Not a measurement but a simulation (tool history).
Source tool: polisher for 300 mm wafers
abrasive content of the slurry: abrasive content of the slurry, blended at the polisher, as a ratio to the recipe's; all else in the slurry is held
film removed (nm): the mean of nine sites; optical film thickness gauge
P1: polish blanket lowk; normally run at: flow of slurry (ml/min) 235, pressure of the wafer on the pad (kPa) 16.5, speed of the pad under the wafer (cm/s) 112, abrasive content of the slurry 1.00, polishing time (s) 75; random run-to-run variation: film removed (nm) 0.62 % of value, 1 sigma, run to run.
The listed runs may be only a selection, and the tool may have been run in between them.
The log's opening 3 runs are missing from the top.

run,day,flow of slurry (ml/min),pressure of the wafer on the pad (kPa),speed of the pad under the wafer (cm/s),abrasive content of the slurry,polishing time (s),wafers polished on this pad,hours since the slurry nozzle was cleaned,hours since the head pressure was calibrated,hours since the slurry blender was calibrated,hours since the conditioning disc was replaced,film removed (nm)
4,0.521,235,16.5,82,1.00,75,178,134.8,110.6,71.7,377.6,28.198
5,0.679,235,16.5,112,1.00,75,203,138.6,114.4,75.5,381.4,35.983
6,0.779,235,16.5,142,1.00,75,219,141.0,116.8,77.9,383.8,43.857
7,0.896,235,16.5,112,1.00,75,237,143.8,119.6,80.7,386.6,36.320
8,1.021,140,16.5,112,1.00,75,257,146.8,122.6,83.7,389.6,33.485
9,1.117,235,16.5,112,1.00,75,273,149.1,124.9,86.0,391.9,36.290
10,1.275,235,16.5,112,1.00,75,298,152.9,128.7,89.8,395.7,36.180
11,1.446,235,16.5,112,1.40,115,325,157.0,132.8,93.9,399.8,63.422
12,1.562,235,8.3,112,1.00,75,344,159.8,135.6,96.7,402.6,18.040
13,1.712,335,16.5,112,1.00,75,368,163.4,139.2,100.3,406.2,36.900
14,1.858,235,25.5,112,1.00,75,391,166.9,142.7,103.8,409.7,55.740
15,2.012,235,16.5,112,0.50,75,416,170.6,146.4,107.5,413.4,24.998
16,2.162,235,16.5,112,1.30,75,440,174.2,150.0,111.1,417.0,40.092
# day 2.212: conditioning disc replaced and pad reconditioned
17,2.258,235,9.7,112,1.40,75,455,176.5,152.3,113.4,1.1,24.307
# day 2.308: slurry nozzle cleaned
18,2.388,235,16.5,112,1.00,75,475,1.9,155.4,116.5,4.2,36.086
19,2.492,235,16.5,112,1.00,75,492,4.4,157.9,119.0,6.7,35.782
20,2.600,235,16.5,112,1.00,116,509,7.0,160.5,121.6,9.3,55.767
21,2.771,235,16.5,112,1.00,75,537,11.1,164.6,125.7,13.4,36.035
22,2.892,235,16.5,112,1.00,75,556,14.0,167.5,128.6,16.3,35.226

Estimate the outcome of run 23 from the log above:
23,3.058,235,16.5,112,1.00,75,583,18.0,171.5,132.6,20.3,?

{"run 23": {"film removed (nm)": 34.076}}
